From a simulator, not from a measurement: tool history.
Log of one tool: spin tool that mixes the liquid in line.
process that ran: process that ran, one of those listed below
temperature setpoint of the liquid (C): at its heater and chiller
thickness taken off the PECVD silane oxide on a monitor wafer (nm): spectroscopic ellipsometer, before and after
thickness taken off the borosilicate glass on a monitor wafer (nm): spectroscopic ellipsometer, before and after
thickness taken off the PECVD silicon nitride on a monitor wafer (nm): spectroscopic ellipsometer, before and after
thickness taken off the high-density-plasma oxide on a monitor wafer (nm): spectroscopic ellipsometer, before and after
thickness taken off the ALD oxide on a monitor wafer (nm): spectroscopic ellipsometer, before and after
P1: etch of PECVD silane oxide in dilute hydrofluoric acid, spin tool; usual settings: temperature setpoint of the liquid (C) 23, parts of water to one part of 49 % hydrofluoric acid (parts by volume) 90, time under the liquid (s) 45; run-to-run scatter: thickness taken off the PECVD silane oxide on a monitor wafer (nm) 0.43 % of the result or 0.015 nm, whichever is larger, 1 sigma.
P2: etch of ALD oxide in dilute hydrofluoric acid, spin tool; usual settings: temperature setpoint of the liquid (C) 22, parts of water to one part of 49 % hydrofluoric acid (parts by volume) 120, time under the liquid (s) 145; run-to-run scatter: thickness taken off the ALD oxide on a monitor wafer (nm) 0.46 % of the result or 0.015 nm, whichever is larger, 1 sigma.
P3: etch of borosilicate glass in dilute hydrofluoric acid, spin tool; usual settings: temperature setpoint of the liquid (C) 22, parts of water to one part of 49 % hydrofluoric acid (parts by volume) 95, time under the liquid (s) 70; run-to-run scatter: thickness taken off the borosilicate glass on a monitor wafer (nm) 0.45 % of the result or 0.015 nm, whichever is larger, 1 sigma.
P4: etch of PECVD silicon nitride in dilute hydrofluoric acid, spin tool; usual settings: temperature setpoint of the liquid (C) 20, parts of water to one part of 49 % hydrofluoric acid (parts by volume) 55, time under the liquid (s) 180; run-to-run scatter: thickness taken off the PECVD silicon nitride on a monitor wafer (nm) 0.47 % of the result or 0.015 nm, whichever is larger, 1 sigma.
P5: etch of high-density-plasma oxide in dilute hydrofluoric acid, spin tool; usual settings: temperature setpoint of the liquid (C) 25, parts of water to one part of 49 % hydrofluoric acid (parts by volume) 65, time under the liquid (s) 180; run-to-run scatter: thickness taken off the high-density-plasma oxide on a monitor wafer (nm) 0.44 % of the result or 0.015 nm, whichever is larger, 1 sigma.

run	day	process that ran	temperature setpoint of the liquid (C)	parts of water to one part of 49 % hydrofluoric acid (parts by volume)	time under the liquid (s)	thickness taken off the PECVD silane oxide on a monitor wafer (nm)	thickness taken off the borosilicate glass on a monitor wafer (nm)	thickness taken off the PECVD silicon nitride on a monitor wafer (nm)	thickness taken off the high-density-plasma oxide on a monitor wafer (nm)	thickness taken off the ALD oxide on a monitor wafer (nm)
1	0.108	P1	23	90	45	23.971				
2	0.283	P1	17.5	90	45	19.137				
3	0.388	P1	23	90	15	8.0094				
4	0.521	P3	22	95	70		11.737			
5	0.688	P4	20	55	100			3.8665		
6	0.788	P1	23	90	45	24.012				
7	0.954	P1	23	35	45	66.576				
8	1.129	P5	25	65	180				16.575	
9	1.225	P1	23	90	45	24.122				
10	1.362	P4	17	55	180			5.6285		
11	1.458	P3	22	95	25		4.2317			
12	1.554	P4	20	55	180			6.9416		
13	1.638	P1	23	90	45	23.978				
14	1.812	P5	25	65	95				8.8256	
15	1.908	P4	20	25	180			14.924		
16	2.042	P5	25	20	180				57.268	
17	2.162	P2	22	120	225					24.057
18	2.258	P3	22	50	70		23.466			
19	2.392	P3	22	95	70		11.803			
20	2.475	P3	30	95	70		16.044			
21	2.658	P1	29.5	90	45	30.999				
22	2.762	P1	23	135	15	5.0555				
23	2.938	P1	23	165	45	11.998				
24	3.042	P5	33	65	180				22.714	
25	3.221	P1	17	90	15	6.2182				
26	3.4	P1	23	90	70	37.652				
27	3.512	P2	17	120	145					12.759
28	3.675	P1	23	90	45	24.09				
29	3.796	P2	22	120	145					15.52

The next listed run, before its measurement:
30	3.942	P2	22	220	145					?

thickness taken off the ALD oxide on a monitor wafer (nm): 7.7074

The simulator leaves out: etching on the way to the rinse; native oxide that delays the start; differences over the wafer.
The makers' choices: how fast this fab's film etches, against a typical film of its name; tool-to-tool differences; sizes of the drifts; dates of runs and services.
